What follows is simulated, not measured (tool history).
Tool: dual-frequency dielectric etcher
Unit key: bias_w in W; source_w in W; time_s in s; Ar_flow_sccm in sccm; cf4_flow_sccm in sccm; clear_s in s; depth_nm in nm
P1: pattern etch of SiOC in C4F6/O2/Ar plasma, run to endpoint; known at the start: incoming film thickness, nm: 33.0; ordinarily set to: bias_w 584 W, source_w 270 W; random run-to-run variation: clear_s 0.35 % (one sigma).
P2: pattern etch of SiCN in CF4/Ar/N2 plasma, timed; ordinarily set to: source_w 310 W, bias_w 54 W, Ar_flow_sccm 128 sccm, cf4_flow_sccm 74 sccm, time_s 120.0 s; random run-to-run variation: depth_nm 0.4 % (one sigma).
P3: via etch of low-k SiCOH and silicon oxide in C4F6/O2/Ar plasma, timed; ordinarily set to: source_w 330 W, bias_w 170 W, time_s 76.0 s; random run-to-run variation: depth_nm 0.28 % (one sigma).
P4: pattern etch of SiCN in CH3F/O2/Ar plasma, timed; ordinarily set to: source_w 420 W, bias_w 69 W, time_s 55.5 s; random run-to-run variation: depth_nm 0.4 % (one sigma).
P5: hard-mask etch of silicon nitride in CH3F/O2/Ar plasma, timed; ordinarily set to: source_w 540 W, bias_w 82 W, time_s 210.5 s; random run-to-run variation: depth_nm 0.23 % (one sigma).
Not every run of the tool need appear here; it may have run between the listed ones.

run	day	process	bias_w	source_w	time_s	Ar_flow_sccm	cf4_flow_sccm	clear_s	depth_nm
1	0.500	P1	584	270				11.974	
2	0.742	P1	584	270				11.957	
3	1.221	P3	216	330	76.0				217.570
4	1.642	P1	681	210				12.421	
5	1.929	P1	584	360				10.769	
6	2.292	P4	69	250	55.5				17.559
7	2.558	P4	69	420	75.5				29.033
8	3.092	P3	170	450	76.0				227.310
9	3.362	P2	54	310	120.0	128	74		66.536
10	3.900	P1	584	270				11.964	
11	4.171	P1	824	270				10.516	
# day 4.629: bias power generator calibrated
12	4.717	P5	52	540	210.5				150.120
13	4.979	P2	37	310	120.0	128	74		58.627
14	5.238	P1	584	270				11.981	
15	5.542	P2	54	310	120.0	128	58		63.990
16	5.817	P2	54	310	178.5	128	74		99.134
17	6.358	P2	54	310	120.0	87	74		70.575

What will run 18 give?
# day 6.504: source power generator calibrated
18	6.783	P4	69	420	55.5				?

Run 18 yielded depth_nm 21.307 nm.
